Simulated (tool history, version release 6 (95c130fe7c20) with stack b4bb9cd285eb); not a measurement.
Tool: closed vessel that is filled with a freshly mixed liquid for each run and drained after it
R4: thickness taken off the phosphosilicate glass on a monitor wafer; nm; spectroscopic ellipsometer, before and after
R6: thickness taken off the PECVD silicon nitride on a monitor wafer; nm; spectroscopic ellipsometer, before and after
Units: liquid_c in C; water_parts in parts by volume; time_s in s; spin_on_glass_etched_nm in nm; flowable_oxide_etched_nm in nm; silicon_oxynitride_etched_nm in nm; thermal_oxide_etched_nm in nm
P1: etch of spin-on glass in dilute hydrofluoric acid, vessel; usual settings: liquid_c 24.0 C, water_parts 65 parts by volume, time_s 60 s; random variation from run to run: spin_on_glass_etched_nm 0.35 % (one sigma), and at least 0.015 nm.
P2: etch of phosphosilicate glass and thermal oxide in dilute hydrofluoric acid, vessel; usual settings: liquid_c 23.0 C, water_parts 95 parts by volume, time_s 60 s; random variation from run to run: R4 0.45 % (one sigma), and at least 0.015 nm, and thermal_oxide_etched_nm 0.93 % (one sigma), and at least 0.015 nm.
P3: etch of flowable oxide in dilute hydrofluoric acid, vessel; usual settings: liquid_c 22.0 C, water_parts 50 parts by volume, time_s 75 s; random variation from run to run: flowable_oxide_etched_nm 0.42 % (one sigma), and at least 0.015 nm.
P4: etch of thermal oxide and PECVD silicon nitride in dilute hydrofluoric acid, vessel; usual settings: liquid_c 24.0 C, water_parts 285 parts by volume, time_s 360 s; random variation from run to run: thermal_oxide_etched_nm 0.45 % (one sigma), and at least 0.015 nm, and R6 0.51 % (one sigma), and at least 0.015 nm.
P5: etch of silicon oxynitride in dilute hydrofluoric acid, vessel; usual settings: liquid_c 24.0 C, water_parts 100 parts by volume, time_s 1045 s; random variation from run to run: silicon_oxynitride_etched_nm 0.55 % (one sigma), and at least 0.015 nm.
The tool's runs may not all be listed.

Run 1, hour 13.6: process P1, liquid_c 24.0 C, water_parts 65 parts by volume, time_s 60 s. Result: spin_on_glass_etched_nm 23.6170 nm.
Run 2, hour 28.2: process P3, liquid_c 22.0 C, water_parts 50 parts by volume, time_s 30 s. Result: flowable_oxide_etched_nm 18.883 nm.
Run 3, hour 38.5: process P5, liquid_c 24.0 C, water_parts 100 parts by volume, time_s 1045 s. Result: silicon_oxynitride_etched_nm 19.2580 nm.
Run 4, hour 51.7: process P3, liquid_c 22.0 C, water_parts 50 parts by volume, time_s 75 s. Result: flowable_oxide_etched_nm 47.173 nm.
Run 5, hour 62.1: process P1, liquid_c 24.0 C, water_parts 65 parts by volume, time_s 60 s. Result: spin_on_glass_etched_nm 23.5220 nm.
Run 6, hour 77.8: process P1, liquid_c 29.0 C, water_parts 65 parts by volume, time_s 60 s. Result: spin_on_glass_etched_nm 28.7410 nm.
Run 7, hour 85.6: process P2, liquid_c 23.0 C, water_parts 95 parts by volume, time_s 30 s. Result: R4 26.593 nm, thermal_oxide_etched_nm 1.45920 nm.
Run 8, hour 98.3: process P4, liquid_c 24.0 C, water_parts 285 parts by volume, time_s 360 s. Result: thermal_oxide_etched_nm 4.96210 nm, R6 5.7904 nm.
Run 9, hour 107.4: process P3, liquid_c 17.0 C, water_parts 50 parts by volume, time_s 75 s. Result: flowable_oxide_etched_nm 38.115 nm.
Run 10, hour 119.5: process P1, liquid_c 24.0 C, water_parts 65 parts by volume, time_s 60 s. Result: spin_on_glass_etched_nm 23.5760 nm.
Run 11, hour 133.4: process P1, liquid_c 17.0 C, water_parts 65 parts by volume, time_s 60 s. Result: spin_on_glass_etched_nm 17.6570 nm.
Run 12, hour 149.6: process P1, liquid_c 24.0 C, water_parts 65 parts by volume, time_s 60 s. Result: spin_on_glass_etched_nm 23.5510 nm.
Run 13, hour 161.6: process P1, liquid_c 20.0 C, water_parts 65 parts by volume, time_s 35 s. Result: spin_on_glass_etched_nm 11.6230 nm.
Run 14, hour 176.5: process P3, liquid_c 22.0 C, water_parts 30 parts by volume, time_s 75 s. Result: flowable_oxide_etched_nm 80.738 nm.
Run 15, hour 190.2: process P2, liquid_c 31.0 C, water_parts 95 parts by volume, time_s 60 s. Result: R4 72.907 nm, thermal_oxide_etched_nm 3.86550 nm.
Run 16, hour 197.2: process P1, liquid_c 24.0 C, water_parts 65 parts by volume, time_s 30 s. Result: spin_on_glass_etched_nm 11.7740 nm.
Run 17, hour 206.8: process P1, liquid_c 20.0 C, water_parts 105 parts by volume, time_s 60 s. Result: spin_on_glass_etched_nm 11.7420 nm.
Run 18, hour 222.5: process P4, liquid_c 24.0 C, water_parts 285 parts by volume, time_s 65 s. Result: thermal_oxide_etched_nm 0.90937 nm, R6 1.0463 nm.
Run 19, hour 236.6: process P2, liquid_c 23.0 C, water_parts 95 parts by volume, time_s 60 s. Result: R4 53.122 nm, thermal_oxide_etched_nm 2.86120 nm.
Run 20, hour 246.6: process P1, liquid_c 24.0 C, water_parts 90 parts by volume, time_s 30 s. Result: spin_on_glass_etched_nm 8.2005 nm.
Run 21, hour 257.5: process P2, liquid_c 23.0 C, water_parts 20 parts by volume, time_s 60 s. Result: R4 278.170 nm, thermal_oxide_etched_nm 14.89400 nm.
Run 22, hour 265.0: process P4, liquid_c 24.0 C, water_parts 285 parts by volume, time_s 360 s. Result: thermal_oxide_etched_nm 4.93680 nm, R6 5.7857 nm.
Run 23, hour 276.3: process P1, liquid_c 24.0 C, water_parts 65 parts by volume, time_s 110 s. Result: spin_on_glass_etched_nm 43.2280 nm.
Run 24, hour 287.3: process P1, liquid_c 24.0 C, water_parts 65 parts by volume, time_s 60 s. Result: spin_on_glass_etched_nm 23.5540 nm.
Run 25, hour 300.8: process P3, liquid_c 22.0 C, water_parts 50 parts by volume, time_s 75 s. Result: flowable_oxide_etched_nm 47.573 nm.
Run 26, hour 314.5: process P1, liquid_c 24.0 C, water_parts 65 parts by volume, time_s 60 s. Result: spin_on_glass_etched_nm 23.6220 nm.
Run 27, hour 330.5: process P1, liquid_c 24.0 C, water_parts 105 parts by volume, time_s 60 s. Result: spin_on_glass_etched_nm 13.8100 nm.
Run 28, hour 343.4: process P5, liquid_c 24.0 C, water_parts 140 parts by volume, time_s 1045 s. Result: silicon_oxynitride_etched_nm 13.1690 nm.
Run 29, hour 355.0: process P2, liquid_c 23.0 C, water_parts 95 parts by volume, time_s 60 s. Result: R4 53.184 nm, thermal_oxide_etched_nm 2.84640 nm.
Run 30, hour 369.6: process P4, liquid_c 24.0 C, water_parts 150 parts by volume, time_s 360 s. Result: thermal_oxide_etched_nm 10.96100 nm, R6 11.0360 nm.
Run 31, hour 377.7: process P1, liquid_c 24.0 C, water_parts 20 parts by volume, time_s 60 s. Result: spin_on_glass_etched_nm 81.3280 nm.
Run 32, hour 387.3: process P5, liquid_c 24.0 C, water_parts 100 parts by volume, time_s 290 s. Result: silicon_oxynitride_etched_nm 5.2457 nm.
Run 33, hour 400.1: process P4, liquid_c 30.5 C, water_parts 285 parts by volume, time_s 360 s. Result: thermal_oxide_etched_nm 6.19850 nm, R6 8.5295 nm.
Run 34, hour 407.3: process P5, liquid_c 29.5 C, water_parts 100 parts by volume, time_s 1045 s. Result: silicon_oxynitride_etched_nm 24.5610 nm.
Run 35, hour 420.2: process P1, liquid_c 24.0 C, water_parts 65 parts by volume, time_s 60 s. Result: spin_on_glass_etched_nm 23.4340 nm.
Run 36, hour 433.4: process P1, liquid_c 24.0 C, water_parts 65 parts by volume, time_s 60 s. Result: spin_on_glass_etched_nm 24.8290 nm.
Run 37, hour 443.5: process P1, liquid_c 24.0 C, water_parts 65 parts by volume, time_s 60 s. Result: spin_on_glass_etched_nm 25.3580 nm.
Run 38, hour 457.7: process P1, liquid_c 24.0 C, water_parts 65 parts by volume, time_s 60 s. Result: spin_on_glass_etched_nm 25.5960 nm.
Run 39, hour 473.0: process P1, liquid_c 24.0 C, water_parts 65 parts by volume, time_s 60 s. Result: spin_on_glass_etched_nm 25.7790 nm.
Run 40, hour 481.7: process P1, liquid_c 24.0 C, water_parts 65 parts by volume, time_s 60 s. Result: spin_on_glass_etched_nm 25.7020 nm.
Run 41, hour 489.1: process P1, liquid_c 24.0 C, water_parts 65 parts by volume, time_s 60 s. Result: spin_on_glass_etched_nm 25.7230 nm.

What P1 gives has crept away from where it was. These 2 causes fit the log equally well, each at the size given:
A: hydrofluoric acid flow above the setpoint (%) = 8.83
B: liquid hotter than its thermometer reads (K) = 2.28
The creep began at about hour 420.2.

4 check runs are offered, one wafer each, their results left as question marks. Which one tells the causes apart?
Run check 1, hour 496.5: process P2, liquid_c 23.0 C, water_parts 50 parts by volume, time_s 30 s. Result: R4 ?, thermal_oxide_etched_nm ?.
Run check 2, hour 496.5: process P3, liquid_c 22.0 C, water_parts 30 parts by volume, time_s 75 s. Result: flowable_oxide_etched_nm ?.
Run check 3, hour 496.5: process P4, liquid_c 24.0 C, water_parts 155 parts by volume, time_s 65 s. Result: thermal_oxide_etched_nm ?, R6 ?.
Run check 4, hour 496.5: process P5, liquid_c 28.0 C, water_parts 100 parts by volume, time_s 1045 s. Result: silicon_oxynitride_etched_nm ?.

What each check would give under each cause:
  check                        result     if A     if B
check 1                            R4   58.692   58.914
check 1       thermal_oxide_etched_nm  3.12980  3.14170
check 2      flowable_oxide_etched_nm   88.098   88.845
check 3       thermal_oxide_etched_nm  2.08640  2.05910
check 3                            R6   2.0886   2.2212
check 4  silicon_oxynitride_etched_nm  25.1970  25.4670
How far apart the two closest causes lie, in the result that separates them most: check 1 0.38 %; check 2 0.84 %; check 3 6.16 %; check 4 1.06 %
Only check 3 tells the causes apart: in the others they would give nearly the same result.

Check 3 was then run and gave: thermal_oxide_etched_nm 2.09460 nm; R6 2.0898 nm. Which cause is it?

It is A: hydrofluoric acid flow above the setpoint (%).
